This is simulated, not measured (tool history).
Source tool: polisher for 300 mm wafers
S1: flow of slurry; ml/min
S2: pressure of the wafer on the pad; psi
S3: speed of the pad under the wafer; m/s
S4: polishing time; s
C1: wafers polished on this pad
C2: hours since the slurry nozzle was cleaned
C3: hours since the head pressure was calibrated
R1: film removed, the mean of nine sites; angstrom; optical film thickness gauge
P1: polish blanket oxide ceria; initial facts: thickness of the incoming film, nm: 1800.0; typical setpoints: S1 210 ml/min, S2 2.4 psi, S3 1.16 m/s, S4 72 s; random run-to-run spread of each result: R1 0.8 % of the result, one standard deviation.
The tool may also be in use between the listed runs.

Run 1, hour 13.7: S1 210 ml/min, S2 2.4 psi, S3 1.16 m/s, S4 72 s; C1 676; C2 601.9; C3 209.4. Result: R1 2712.1 angstrom.
Run 2, hour 20.9: S1 210 ml/min, S2 2.4 psi, S3 1.16 m/s, S4 72 s; C1 761; C2 609.1; C3 216.6. Result: R1 2691.3 angstrom.
Run 3, hour 31.2: S1 210 ml/min, S2 1.1 psi, S3 1.16 m/s, S4 72 s; C1 883; C2 619.4; C3 226.9. Result: R1 1246.2 angstrom.
Run 4, hour 38.8: S1 210 ml/min, S2 2.4 psi, S3 0.8 m/s, S4 72 s; C1 972; C2 627; C3 234.5. Result: R1 1890.4 angstrom.
Run 5, hour 52.1: S1 125 ml/min, S2 2.4 psi, S3 1.16 m/s, S4 72 s; C1 1130; C2 640.3; C3 247.8. Result: R1 2508.8 angstrom.
Run 6, hour 65.7: S1 330 ml/min, S2 2.4 psi, S3 1.16 m/s, S4 72 s; C1 1290; C2 653.9; C3 261.4. Result: R1 2858.7 angstrom.
Run 7, hour 76.4: S1 210 ml/min, S2 1.6 psi, S3 0.52 m/s, S4 72 s; C1 1417; C2 664.6; C3 272.1. Result: R1 816.33 angstrom.
Run 8, hour 84: S1 210 ml/min, S2 2.4 psi, S3 1.16 m/s, S4 32 s; C1 1507; C2 672.2; C3 279.7. Result: R1 1211.2 angstrom.
Run 9, hour 91.6: S1 210 ml/min, S2 2.4 psi, S3 1.16 m/s, S4 72 s; C1 1596; C2 679.8; C3 287.3. Result: R1 2712.1 angstrom.
Run 10, hour 102: S1 210 ml/min, S2 2.4 psi, S3 1.56 m/s, S4 72 s; C1 1719; C2 690.2; C3 297.7. Result: R1 3654 angstrom.
Run 11, hour 110.1: S1 210 ml/min, S2 2.4 psi, S3 1.16 m/s, S4 72 s; C1 1815; C2 698.3; C3 305.8. Result: R1 2725.1 angstrom.
Run 12, hour 119.5: S1 270 ml/min, S2 2.4 psi, S3 0.68 m/s, S4 72 s; C1 1926; C2 707.7; C3 315.2. Result: R1 1625.5 angstrom.
Run 13, hour 132: S1 210 ml/min, S2 3.4 psi, S3 1.16 m/s, S4 72 s; C1 2074; C2 720.2; C3 327.7. Result: R1 3863.1 angstrom.
Run 14, hour 146: S1 210 ml/min, S2 2.4 psi, S3 1.16 m/s, S4 96 s; C1 2239; C2 734.2; C3 341.7. Result: R1 3649 angstrom.
Run 15, hour 159: S1 210 ml/min, S2 2.4 psi, S3 1.16 m/s, S4 72 s; C1 2393; C2 747.2; C3 354.7. Result: R1 2725.5 angstrom.
Run 16, hour 167: S1 125 ml/min, S2 2.4 psi, S3 1.44 m/s, S4 72 s; C1 2487; C2 755.2; C3 362.7. Result: R1 3115.7 angstrom.
Run 17, hour 182: S1 210 ml/min, S2 2.4 psi, S3 1.16 m/s, S4 72 s; C1 2665; C2 770.2; C3 377.7. Result: R1 2704.8 angstrom.
Run 18, hour 190.7: S1 210 ml/min, S2 2.4 psi, S3 1.16 m/s, S4 72 s; C1 2768; C2 778.9; C3 386.4. Result: R1 2647.4 angstrom.
Run 19, hour 197.9: S1 210 ml/min, S2 2.4 psi, S3 1.16 m/s, S4 72 s; C1 2853; C2 786.1; C3 393.6. Result: R1 2656.3 angstrom.
Run 20, hour 208.4: S1 210 ml/min, S2 2.4 psi, S3 1.16 m/s, S4 72 s; C1 2977; C2 796.6; C3 404.1. Result: R1 2619.2 angstrom.
Run 21, hour 223: S1 210 ml/min, S2 2.4 psi, S3 1.16 m/s, S4 72 s; C1 3149; C2 811.2; C3 418.7. Result: R1 2572.3 angstrom.
At hour 226.5: worn pad replaced by a new one.
Run 22, hour 237.5: S1 210 ml/min, S2 2.4 psi, S3 1.16 m/s, S4 72 s; C1 130; C2 825.7; C3 433.2. Result: R1 2626.7 angstrom.
Run 23, hour 247.8: S1 210 ml/min, S2 2.4 psi, S3 1.16 m/s, S4 72 s; C1 252; C2 836; C3 443.5. Result: R1 2599.2 angstrom.
Run 24, hour 259.2: S1 210 ml/min, S2 2.4 psi, S3 1.16 m/s, S4 72 s; C1 386; C2 847.4; C3 454.9. Result: R1 2542.1 angstrom.
Run 25, hour 267: S1 210 ml/min, S2 2.4 psi, S3 1.16 m/s, S4 72 s; C1 479; C2 855.2; C3 462.7. Result: R1 2587.8 angstrom.
Run 26, hour 281.9: S1 210 ml/min, S2 2.4 psi, S3 1.16 m/s, S4 72 s; C1 655; C2 870.1; C3 477.6. Result: R1 2586.9 angstrom.

The output of P1 has drifted from where it used to be. Each of the 2 causes below, taken at the size shown beside it, accounts for the log equally well:
A: slurry flow missing at the pad, % = 30.6
B: head's pressure below its setpoint, % = 5.3
Creep in the process output first set in at about hour 182.
Every other cause this tool's parts could produce, and why it does not fit the log:
removal rate lost through wear of the pad, %: maintenance at hour 226.5, after the shift began, did not return the process to its former output

Below are 4 check runs, each averaged over 3 wafers, with their results shown as question marks. Which of them would give clearly different results depending on which cause is behind the drift?
Run check 1, hour 296.8: S1 125 ml/min, S2 3.4 psi, S3 1.16 m/s, S4 72 s. Result: R1 ?.
Run check 2, hour 296.8: S1 210 ml/min, S2 2.4 psi, S3 0.8 m/s, S4 72 s. Result: R1 ?.
Run check 3, hour 296.8: S1 210 ml/min, S2 1.9 psi, S3 1.16 m/s, S4 72 s. Result: R1 ?.
Run check 4, hour 296.8: S1 210 ml/min, S2 1.4 psi, S3 1.16 m/s, S4 72 s. Result: R1 ?.

Check results expected under each cause:
  check  result    if A    if B
check 1      R1  3242.3  3351.1
check 2      R1  1773.4  1773.5
check 3      R1  2035.7  2035.8
check 4      R1    1500  1500.1
Minimum pairwise separation of causes per check, each pair taken at its best-separating result: check 1 3.3 %; check 2 0.01 %; check 3 0.01 %; check 4 0.01 %
Only check 1 tells the causes apart: in the others they would give nearly the same result.

Check 1 was carried out, with these results: R1 3323.5 angstrom. Which of the listed causes is responsible?

B is the cause: head's pressure below its setpoint, %.

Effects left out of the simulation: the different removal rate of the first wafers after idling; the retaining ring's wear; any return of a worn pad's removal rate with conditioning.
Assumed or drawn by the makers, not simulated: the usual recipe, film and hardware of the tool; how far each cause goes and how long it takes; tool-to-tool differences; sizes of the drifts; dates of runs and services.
